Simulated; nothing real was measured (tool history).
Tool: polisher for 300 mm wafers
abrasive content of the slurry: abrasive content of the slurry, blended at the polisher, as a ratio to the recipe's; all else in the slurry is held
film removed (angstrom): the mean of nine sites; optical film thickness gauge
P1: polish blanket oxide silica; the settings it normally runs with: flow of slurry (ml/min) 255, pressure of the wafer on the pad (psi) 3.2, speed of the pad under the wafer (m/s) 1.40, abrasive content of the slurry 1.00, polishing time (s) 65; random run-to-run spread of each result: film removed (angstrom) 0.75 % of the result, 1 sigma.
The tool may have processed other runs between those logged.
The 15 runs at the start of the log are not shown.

run	day	flow of slurry (ml/min)	pressure of the wafer on the pad (psi)	speed of the pad under the wafer (m/s)	abrasive content of the slurry	polishing time (s)	film removed (angstrom)
# day 7.142: conditioning disc replaced and pad reconditioned
16	7.167	255	3.2	1.40	1.00	83	2854.30
17	7.479	255	3.2	1.40	1.00	31	1060.00
18	7.817	255	3.2	1.40	0.50	65	1524.50
19	8.246	255	3.2	1.40	1.00	65	2236.90
20	8.867	255	3.2	1.40	1.00	65	2128.20
21	9.367	255	3.2	1.40	1.00	65	2068.40
22	9.650	255	3.2	1.40	1.00	65	2030.90
23	9.938	255	3.2	1.40	1.00	65	2001.60

The next listed run, before its measurement:
24	10.225	255	3.2	1.40	1.00	65	?

Run 24 yielded film removed (angstrom) 2000.10.

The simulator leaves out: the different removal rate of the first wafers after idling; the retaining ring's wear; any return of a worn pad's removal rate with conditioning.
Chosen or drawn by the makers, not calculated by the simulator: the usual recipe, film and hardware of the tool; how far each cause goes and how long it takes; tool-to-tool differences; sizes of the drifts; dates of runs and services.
